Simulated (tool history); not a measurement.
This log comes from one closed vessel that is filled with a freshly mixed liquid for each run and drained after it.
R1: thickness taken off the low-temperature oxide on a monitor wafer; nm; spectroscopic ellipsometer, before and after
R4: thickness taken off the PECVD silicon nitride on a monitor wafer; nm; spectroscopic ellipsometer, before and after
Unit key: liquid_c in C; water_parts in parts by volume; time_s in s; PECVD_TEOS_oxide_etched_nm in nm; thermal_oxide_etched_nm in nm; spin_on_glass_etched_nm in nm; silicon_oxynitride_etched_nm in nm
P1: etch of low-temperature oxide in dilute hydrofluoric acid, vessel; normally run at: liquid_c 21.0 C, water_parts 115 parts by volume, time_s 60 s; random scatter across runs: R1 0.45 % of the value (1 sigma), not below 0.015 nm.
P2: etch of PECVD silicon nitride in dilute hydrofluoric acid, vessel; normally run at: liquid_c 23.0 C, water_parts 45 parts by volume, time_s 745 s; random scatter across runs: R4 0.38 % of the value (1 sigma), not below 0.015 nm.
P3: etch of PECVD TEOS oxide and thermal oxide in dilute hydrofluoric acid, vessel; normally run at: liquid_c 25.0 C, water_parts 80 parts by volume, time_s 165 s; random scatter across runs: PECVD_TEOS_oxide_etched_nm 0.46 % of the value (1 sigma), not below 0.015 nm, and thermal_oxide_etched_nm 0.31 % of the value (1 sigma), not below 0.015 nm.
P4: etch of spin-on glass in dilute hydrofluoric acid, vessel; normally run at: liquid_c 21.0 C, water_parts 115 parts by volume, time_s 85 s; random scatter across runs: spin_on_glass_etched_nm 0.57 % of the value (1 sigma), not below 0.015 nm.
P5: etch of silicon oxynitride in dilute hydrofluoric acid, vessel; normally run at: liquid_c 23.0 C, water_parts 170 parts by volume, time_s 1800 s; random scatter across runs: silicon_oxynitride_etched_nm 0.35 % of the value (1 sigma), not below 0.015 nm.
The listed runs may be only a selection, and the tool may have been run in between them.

run 1 day=0.538 | process=P1 liquid_c=21.0 water_parts=115 time_s=60 | R1=7.5991
run 2 day=0.950 | process=P1 liquid_c=21.0 water_parts=115 time_s=60 | R1=7.5903
run 3 day=1.488 | process=P3 liquid_c=25.0 water_parts=80 time_s=165 | PECVD_TEOS_oxide_etched_nm=41.1840 thermal_oxide_etched_nm=9.9906
run 4 day=1.800 | process=P2 liquid_c=23.0 water_parts=45 time_s=1360 | R4=47.006
run 5 day=2.183 | process=P4 liquid_c=17.0 water_parts=115 time_s=85 | spin_on_glass_etched_nm=17.805
run 6 day=2.442 | process=P4 liquid_c=21.0 water_parts=175 time_s=85 | spin_on_glass_etched_nm=12.877
run 7 day=2.950 | process=P3 liquid_c=32.5 water_parts=80 time_s=165 | PECVD_TEOS_oxide_etched_nm=55.0710 thermal_oxide_etched_nm=13.3860
run 8 day=3.354 | process=P1 liquid_c=21.0 water_parts=115 time_s=60 | R1=7.6492
run 9 day=3.667 | process=P1 liquid_c=28.0 water_parts=115 time_s=60 | R1=10.0750
run 10 day=4.150 | process=P4 liquid_c=21.0 water_parts=115 time_s=85 | spin_on_glass_etched_nm=20.710
run 11 day=4.471 | process=P1 liquid_c=21.0 water_parts=115 time_s=60 | R1=7.6472
run 12 day=4.871 | process=P2 liquid_c=23.0 water_parts=25 time_s=745 | R4=45.625
run 13 day=5.408 | process=P5 liquid_c=23.0 water_parts=170 time_s=1800 | silicon_oxynitride_etched_nm=23.1240
run 14 day=5.883 | process=P1 liquid_c=21.0 water_parts=115 time_s=60 | R1=7.5881
run 15 day=6.288 | process=P1 liquid_c=21.0 water_parts=160 time_s=60 | R1=5.2050
run 16 day=6.550 | process=P1 liquid_c=21.0 water_parts=115 time_s=30 | R1=3.8045
run 17 day=7.000 | process=P1 liquid_c=21.0 water_parts=115 time_s=60 | R1=7.6230
run 18 day=7.362 | process=P5 liquid_c=31.0 water_parts=170 time_s=1800 | silicon_oxynitride_etched_nm=32.9930
run 19 day=7.888 | process=P5 liquid_c=23.0 water_parts=170 time_s=665 | silicon_oxynitride_etched_nm=8.5757
run 20 day=8.371 | process=P1 liquid_c=17.0 water_parts=115 time_s=60 | R1=6.5277
run 21 day=8.708 | process=P2 liquid_c=29.0 water_parts=45 time_s=745 | R4=38.180
run 22 day=9.071 | process=P5 liquid_c=23.0 water_parts=170 time_s=1800 | silicon_oxynitride_etched_nm=23.1980
run 23 day=9.488 | process=P3 liquid_c=25.0 water_parts=80 time_s=165 | PECVD_TEOS_oxide_etched_nm=41.1080 thermal_oxide_etched_nm=9.9824
run 24 day=9.908 | process=P2 liquid_c=23.0 water_parts=45 time_s=745 | R4=25.868
run 25 day=10.400 | process=P3 liquid_c=25.0 water_parts=145 time_s=165 | PECVD_TEOS_oxide_etched_nm=21.0050 thermal_oxide_etched_nm=5.0970
run 26 day=10.775 | process=P1 liquid_c=27.0 water_parts=160 time_s=60 | R1=6.5983
run 27 day=11.088 | process=P5 liquid_c=23.0 water_parts=300 time_s=1800 | silicon_oxynitride_etched_nm=11.9970
run 28 day=11.400 | process=P1 liquid_c=17.0 water_parts=60 time_s=60 | R1=13.1380
run 29 day=11.650 | process=P1 liquid_c=21.0 water_parts=55 time_s=60 | R1=17.1780
run 30 day=11.958 | process=P3 liquid_c=25.0 water_parts=80 time_s=30 | PECVD_TEOS_oxide_etched_nm=7.5648 thermal_oxide_etched_nm=1.8210
run 31 day=12.229 | process=P1 liquid_c=21.0 water_parts=60 time_s=30 | R1=7.7506
run 32 day=12.512 | process=P4 liquid_c=21.0 water_parts=115 time_s=155 | spin_on_glass_etched_nm=38.192
run 33 day=12.846 | process=P4 liquid_c=21.0 water_parts=115 time_s=85 | spin_on_glass_etched_nm=20.947
run 34 day=13.108 | process=P1 liquid_c=21.0 water_parts=115 time_s=95 | R1=12.0450
run 35 day=13.550 | process=P1 liquid_c=21.0 water_parts=115 time_s=60 | R1=7.6193
run 36 day=13.929 | process=P1 liquid_c=21.0 water_parts=115 time_s=60 | R1=7.8537

Run 37, settings as shown, results not yet in. Your forecast:
run 37 day=14.312 | process=P1 liquid_c=21.0 water_parts=115 time_s=60 | R1=?

{"run 37": {"R1": 8.0515}}
